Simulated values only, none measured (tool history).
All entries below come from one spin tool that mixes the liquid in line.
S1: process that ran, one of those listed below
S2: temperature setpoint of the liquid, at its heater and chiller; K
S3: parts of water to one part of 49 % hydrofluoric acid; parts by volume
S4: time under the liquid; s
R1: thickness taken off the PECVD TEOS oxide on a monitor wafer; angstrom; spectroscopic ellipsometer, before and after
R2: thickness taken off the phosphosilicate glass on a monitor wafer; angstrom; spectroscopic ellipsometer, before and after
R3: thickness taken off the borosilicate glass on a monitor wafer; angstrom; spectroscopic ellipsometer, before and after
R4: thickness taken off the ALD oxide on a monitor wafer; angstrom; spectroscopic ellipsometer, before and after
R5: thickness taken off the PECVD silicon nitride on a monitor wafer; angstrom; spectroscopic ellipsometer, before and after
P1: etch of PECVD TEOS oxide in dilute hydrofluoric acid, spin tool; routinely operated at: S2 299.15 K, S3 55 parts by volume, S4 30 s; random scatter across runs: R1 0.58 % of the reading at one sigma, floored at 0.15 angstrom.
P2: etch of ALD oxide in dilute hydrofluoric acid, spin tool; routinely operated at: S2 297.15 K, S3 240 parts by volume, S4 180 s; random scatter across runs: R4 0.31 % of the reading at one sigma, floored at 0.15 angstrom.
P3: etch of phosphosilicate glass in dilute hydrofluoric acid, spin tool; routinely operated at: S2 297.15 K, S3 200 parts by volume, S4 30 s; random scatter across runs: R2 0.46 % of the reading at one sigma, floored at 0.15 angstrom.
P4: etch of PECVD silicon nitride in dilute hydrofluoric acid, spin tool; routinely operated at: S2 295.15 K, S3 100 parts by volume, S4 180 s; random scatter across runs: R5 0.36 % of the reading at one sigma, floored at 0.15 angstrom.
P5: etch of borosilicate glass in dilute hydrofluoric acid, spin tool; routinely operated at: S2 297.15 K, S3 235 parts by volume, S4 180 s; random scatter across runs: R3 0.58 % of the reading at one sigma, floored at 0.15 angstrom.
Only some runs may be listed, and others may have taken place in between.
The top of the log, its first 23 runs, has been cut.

run   hour  S1      S2   S3   S4      R1      R2  R3      R4      R5
 24  176.7  P1  304.65   95   30  43.428
 25  185.9  P2  297.15  240   50                      22.049
 26  191.5  P1  299.15   55   30  64.701
 27  195.9  P1  299.15   55   30  64.433
 28  202.3  P2  304.65  240  180                      101.93
 29  208.8  P4  295.15  100  365                              137.69
 30  216.6  P3  297.15  200   15          138.37
 31    226  P1  299.15   55   30  64.499
 32  233.7  P1  299.15   55   30  62.821

What does the tool deliver on the next run?
 33  241.7  P1  299.15  55  30   ?

Run 33 produced R1 62.148 angstrom.

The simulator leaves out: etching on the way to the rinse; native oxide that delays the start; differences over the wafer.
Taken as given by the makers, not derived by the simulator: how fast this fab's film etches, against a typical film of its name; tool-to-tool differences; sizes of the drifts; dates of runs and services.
